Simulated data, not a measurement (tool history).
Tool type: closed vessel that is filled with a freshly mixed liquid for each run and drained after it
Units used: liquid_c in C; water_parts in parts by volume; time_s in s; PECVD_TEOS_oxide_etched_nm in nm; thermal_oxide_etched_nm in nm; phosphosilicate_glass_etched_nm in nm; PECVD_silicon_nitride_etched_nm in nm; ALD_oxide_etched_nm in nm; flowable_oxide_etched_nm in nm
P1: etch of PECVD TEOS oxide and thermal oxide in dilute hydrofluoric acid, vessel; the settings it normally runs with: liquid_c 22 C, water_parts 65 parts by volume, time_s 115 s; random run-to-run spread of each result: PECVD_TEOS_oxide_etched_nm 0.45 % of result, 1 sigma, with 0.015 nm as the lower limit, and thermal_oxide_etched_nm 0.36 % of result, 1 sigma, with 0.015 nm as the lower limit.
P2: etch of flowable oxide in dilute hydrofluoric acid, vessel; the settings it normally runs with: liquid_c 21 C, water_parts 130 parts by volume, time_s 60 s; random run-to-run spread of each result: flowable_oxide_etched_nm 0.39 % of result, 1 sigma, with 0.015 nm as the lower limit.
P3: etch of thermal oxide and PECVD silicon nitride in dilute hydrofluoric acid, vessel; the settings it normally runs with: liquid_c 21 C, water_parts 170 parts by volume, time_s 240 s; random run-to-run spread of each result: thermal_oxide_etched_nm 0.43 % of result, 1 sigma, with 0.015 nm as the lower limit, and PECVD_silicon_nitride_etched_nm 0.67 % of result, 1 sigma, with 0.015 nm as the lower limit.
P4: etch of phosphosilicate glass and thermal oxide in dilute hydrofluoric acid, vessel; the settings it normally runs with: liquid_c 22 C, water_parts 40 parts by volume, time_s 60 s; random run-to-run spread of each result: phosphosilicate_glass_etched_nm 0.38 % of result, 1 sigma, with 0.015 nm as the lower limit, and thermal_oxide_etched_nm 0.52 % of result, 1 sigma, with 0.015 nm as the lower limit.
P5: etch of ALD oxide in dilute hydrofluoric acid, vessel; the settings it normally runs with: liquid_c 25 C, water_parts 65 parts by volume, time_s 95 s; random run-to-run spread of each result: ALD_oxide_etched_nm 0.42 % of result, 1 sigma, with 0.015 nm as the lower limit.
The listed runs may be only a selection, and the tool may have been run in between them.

run   hour  process  liquid_c  water_parts  time_s  hours since the thermometer was replaced  hours since the hydrofluoric acid flow meter was replaced  PECVD_TEOS_oxide_etched_nm  thermal_oxide_etched_nm  phosphosilicate_glass_etched_nm  PECVD_silicon_nitride_etched_nm  ALD_oxide_etched_nm  flowable_oxide_etched_nm
  1   16.9       P1        22           65     115                                     157.6                                                      365.5                      29.756                   8.1658
  2   25.2       P1        22           65      40                                     165.9                                                      373.8                      10.302                    2.828
  3   35.4       P4        17           40      60                                     176.1                                                        384                                               5.6096                            156.2
  4   44.5       P3        21          170     240                                     185.2                                                      393.1                                               5.4934                                                            4.3443
  5   56.9       P1        22           65     115                                     197.6                                                      405.5                      30.142                   8.2151
  6   65.7       P3        21          240     240                                     206.4                                                      414.3                                               3.6738                                                            3.1031
  7   81.5       P5        25           65      95                                     222.2                                                      430.1                                                                                                                                      51.424
  8   92.8       P1        22           65     115                                     233.5                                                      441.4                       29.94                   8.1656
  9  104.3       P4        22           60      60                                       245                                                      452.9                                               4.5303                           128.01
 10  119.7       P1      17.5           65     190                                     260.4                                                      468.3                      40.821                   11.206
 11  134.3       P5        25           65      95                                       275                                                      482.9                                                                                                                                      51.291
 12  148.3       P3        21          170      95                                       289                                                      496.9                                               2.2072                                                            1.7145
 13  159.8       P2        21          130      60                                     300.5                                                      508.4                                                                                                                                                                27.146
 14  171.8       P4        22           40      95                                     312.5                                                      520.4                                               11.067                           312.43
 15  181.4       P4        22           40      60                                     322.1                                                        530                                               6.9931                           196.21
 16  194.8       P1        22           20     220                                     335.5                                                      543.4                       195.2                    53.76
 17  210.3       P2        21          130      35                                       351                                                      558.9                                                                                                                                                                15.787
 18    223       P3        21          170     240                                     363.7                                                      571.6                                               5.4999                                                            4.4295
 19  236.9       P5        20           65      95                                     377.6                                                      585.5                                                                                                                                      41.908
 20  245.6       P1        17           65     115                                     386.3                                                      594.2                      24.201                   6.5976
 21  258.5       P1      28.5           65     115                                     399.2                                                      607.1                      38.886                   10.623
 22  268.5       P3      24.5          170     240                                     409.2                                                      617.1                                                6.258                                                            5.5836
 23  282.9       P1        22           20     115                                     423.6                                                      631.5                      103.05                   27.947
 24  296.9       P5        25          110      95                                     437.6                                                      645.5                                                                                                                                      28.493
 25  313.6       P2        28          130      60                                     454.3                                                      662.2                                                                                                                                                                35.628
 26  327.9       P5        25           65      30                                     468.6                                                      676.5                                                                                                                                      16.261
 27  339.8       P1        22           65     115                                     480.5                                                      688.4                      29.751                   8.1692
 28    350       P1        22           90     115                                     490.7                                                      698.6                      20.926                   5.6913
 29  364.4       P2        21           60      60                                     505.1                                                        713                                                                                                                                                                63.557
 30  373.9       P1        17           90     115                                     514.6                                                      722.5                      17.023                   4.6574
 31  390.4       P1        22           65     115                                     531.1                                                        739                      29.912                   8.1093
 32  398.5       P1        22           65     180                                     539.2                                                      747.1                      46.916                   12.796
 33  406.5       P1        22           65     115                                     547.2                                                      755.1                      29.735                   8.1132
 34  420.6       P1        22           65     115                                     561.3                                                      769.2                      30.606                   8.4496
 35    435       P1        22           65     115                                     575.7                                                      783.6                      31.241                   8.5196
 36  447.1       P1        22           65     115                                     587.8                                                      795.7                      31.303                   8.6087
 37  463.3       P1        22           65     115                                       604                                                      811.9                      31.433                     8.68
 38  472.4       P1        22           65     115                                     613.1                                                        821                      31.703                   8.6351
 39  488.9       P1        22           65     115                                     629.6                                                      837.5                       31.58                   8.7187
 40  503.8       P1        22           65     115                                     644.5                                                      852.4                      31.937                   8.6725
 41  514.1       P1        22           65     115                                     654.8                                                      862.7                      31.682                   8.7018

Compared with where it was, what P1 gives has crept away. Each cause listed below fits the log as well as the rest, at the size given for it:
A: hydrofluoric acid flow above the setpoint (%) = 6.11
B: liquid hotter than its thermometer reads (K) = 1.56
The drift started at roughly hour 406.5.

Below are 4 check runs, each averaged over 2 wafers, with their results shown as question marks. Which of them would give clearly different results depending on which cause is behind the drift?
check 1  524.4       P4        22           40      60                                                                                                                                                         ?                                ?
check 2  524.4       P2        21          130      60                                                                                                                                                                                                                                                                          ?
check 3  524.4       P5        25           65      95                                                                                                                                                                                                                                                ?
check 4  524.4       P3        21          170     240                                                                                                                                                         ?                                                                 ?

If the cause were each of the candidates in turn, the checks would give the following:
  check                           result    if A    if B
check 1          thermal_oxide_etched_nm  7.3939  7.4175
check 1  phosphosilicate_glass_etched_nm     208  208.66
check 2         flowable_oxide_etched_nm  28.897   28.73
check 3              ALD_oxide_etched_nm  54.718  54.624
check 4          thermal_oxide_etched_nm  5.9183  5.8633
check 4  PECVD_silicon_nitride_etched_nm  4.6374  4.8454
Separation of the two closest causes in each check, using whichever result separates them best: check 1 0.32 %; check 2 0.58 %; check 3 0.17 %; check 4 4.39 %
Only in check 4 would the causes give clearly different results; in the remaining checks their results would be nearly the same.

Check 4 has now been run. It gave: thermal_oxide_etched_nm 5.874 nm; PECVD_silicon_nitride_etched_nm 4.8143 nm. Which of the candidate causes is it?

The cause is B: liquid hotter than its thermometer reads (K).
